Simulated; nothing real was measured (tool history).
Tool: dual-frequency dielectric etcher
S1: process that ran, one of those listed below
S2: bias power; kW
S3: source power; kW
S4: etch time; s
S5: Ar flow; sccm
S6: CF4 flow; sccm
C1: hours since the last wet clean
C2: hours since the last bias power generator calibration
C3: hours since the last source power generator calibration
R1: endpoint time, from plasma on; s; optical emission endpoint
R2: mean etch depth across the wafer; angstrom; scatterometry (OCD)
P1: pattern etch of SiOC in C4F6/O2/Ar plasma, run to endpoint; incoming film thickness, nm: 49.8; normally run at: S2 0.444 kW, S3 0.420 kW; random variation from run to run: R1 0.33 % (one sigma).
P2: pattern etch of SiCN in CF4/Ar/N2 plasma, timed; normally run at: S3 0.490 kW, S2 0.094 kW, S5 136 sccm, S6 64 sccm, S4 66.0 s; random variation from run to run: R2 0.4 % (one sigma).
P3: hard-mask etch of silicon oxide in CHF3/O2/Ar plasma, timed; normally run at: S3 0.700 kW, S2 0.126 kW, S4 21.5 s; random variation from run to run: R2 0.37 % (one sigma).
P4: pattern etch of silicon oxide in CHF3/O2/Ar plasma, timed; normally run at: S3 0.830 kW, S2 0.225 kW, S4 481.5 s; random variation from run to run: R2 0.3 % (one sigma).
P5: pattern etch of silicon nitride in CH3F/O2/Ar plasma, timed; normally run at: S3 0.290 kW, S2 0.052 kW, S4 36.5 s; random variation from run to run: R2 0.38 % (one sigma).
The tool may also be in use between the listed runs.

Run 1, hour 8.7: S1 P1, S2 0.444 kW, S3 0.420 kW; C1 203.6; C2 1154.5; C3 1795.3. Result: R1 17.076 s.
Run 2, hour 16.2: S1 P5, S2 0.052 kW, S3 0.290 kW, S4 21.0 s; C1 211.1; C2 1162.0; C3 1802.8. Result: R2 114.96 angstrom.
Run 3, hour 25.5: S1 P1, S2 0.444 kW, S3 0.420 kW; C1 220.4; C2 1171.3; C3 1812.1. Result: R1 17.017 s.
Run 4, hour 37.4: S1 P4, S2 0.154 kW, S3 0.830 kW, S4 481.5 s; C1 232.3; C2 1183.2; C3 1824.0. Result: R2 10572.00 angstrom.
Run 5, hour 43.0: S1 P1, S2 0.549 kW, S3 0.310 kW; C1 237.9; C2 1188.8; C3 1829.6. Result: R1 17.598 s.
Run 6, hour 48.4: S1 P1, S2 0.444 kW, S3 0.590 kW; C1 243.3; C2 1194.2; C3 1835.0. Result: R1 15.113 s.
Run 7, hour 55.1: S1 P3, S2 0.126 kW, S3 0.700 kW, S4 21.5 s; C1 250.0; C2 1200.9; C3 1841.7. Result: R2 408.90 angstrom.
Run 8, hour 65.3: S1 P2, S2 0.094 kW, S3 0.490 kW, S4 66.0 s, S5 81 sccm, S6 64 sccm; C1 260.2; C2 1211.1; C3 1851.9. Result: R2 685.88 angstrom.
Run 9, hour 75.0: S1 P1, S2 0.444 kW, S3 0.420 kW; C1 269.9; C2 1220.8; C3 1861.6. Result: R1 17.094 s.
Run 10, hour 83.8: S1 P4, S2 0.225 kW, S3 0.830 kW, S4 309.5 s; C1 278.7; C2 1229.6; C3 1870.4. Result: R2 7671.60 angstrom.
Run 11, hour 90.2: S1 P1, S2 0.444 kW, S3 0.420 kW; C1 285.1; C2 1236.0; C3 1876.8. Result: R1 17.100 s.
Run 12, hour 99.3: S1 P5, S2 0.041 kW, S3 0.290 kW, S4 36.5 s; C1 294.2; C2 1245.1; C3 1885.9. Result: R2 185.78 angstrom.
Run 13, hour 105.1: S1 P3, S2 0.126 kW, S3 0.700 kW, S4 16.0 s; C1 300.0; C2 1250.9; C3 1891.7. Result: R2 304.39 angstrom.
Run 14, hour 111.4: S1 P1, S2 0.444 kW, S3 0.420 kW; C1 306.3; C2 1257.2; C3 1898.0. Result: R1 17.107 s.
Run 15, hour 119.3: S1 P2, S2 0.094 kW, S3 0.490 kW, S4 66.0 s, S5 136 sccm, S6 64 sccm; C1 314.2; C2 1265.1; C3 1905.9. Result: R2 644.07 angstrom.
Run 16, hour 129.8: S1 P1, S2 0.329 kW, S3 0.330 kW; C1 324.7; C2 1275.6; C3 1916.4. Result: R1 20.817 s.
Run 17, hour 139.5: S1 P1, S2 0.444 kW, S3 0.420 kW; C1 334.4; C2 1285.3; C3 1926.1. Result: R1 17.043 s.
Run 18, hour 150.8: S1 P2, S2 0.094 kW, S3 0.490 kW, S4 97.5 s, S5 136 sccm, S6 64 sccm; C1 345.7; C2 1296.6; C3 1937.4. Result: R2 952.96 angstrom.
Run 19, hour 161.6: S1 P2, S2 0.094 kW, S3 0.390 kW, S4 66.0 s, S5 136 sccm, S6 64 sccm; C1 356.5; C2 1307.4; C3 1948.2. Result: R2 526.51 angstrom.
Run 20, hour 170.2: S1 P5, S2 0.052 kW, S3 0.290 kW, S4 36.5 s; C1 365.1; C2 1316.0; C3 1956.8. Result: R2 200.03 angstrom.
Run 21, hour 178.0: S1 P1, S2 0.444 kW, S3 0.260 kW; C1 372.9; C2 1323.8; C3 1964.6. Result: R1 20.503 s.
Run 22, hour 186.3: S1 P5, S2 0.052 kW, S3 0.360 kW, S4 36.5 s; C1 381.2; C2 1332.1; C3 1972.9. Result: R2 216.93 angstrom.
Run 23, hour 196.6: S1 P2, S2 0.094 kW, S3 0.490 kW, S4 66.0 s, S5 136 sccm, S6 78 sccm; C1 391.5; C2 1342.4; C3 1983.2. Result: R2 655.33 angstrom.

Forecast run 24:
Run 24, hour 206.9: S1 P3, S2 0.126 kW, S3 0.970 kW, S4 21.5 s; C1 401.8; C2 1352.7; C3 1993.5. Result: R2 ?.

Run 24 gave R2 467.30 angstrom.
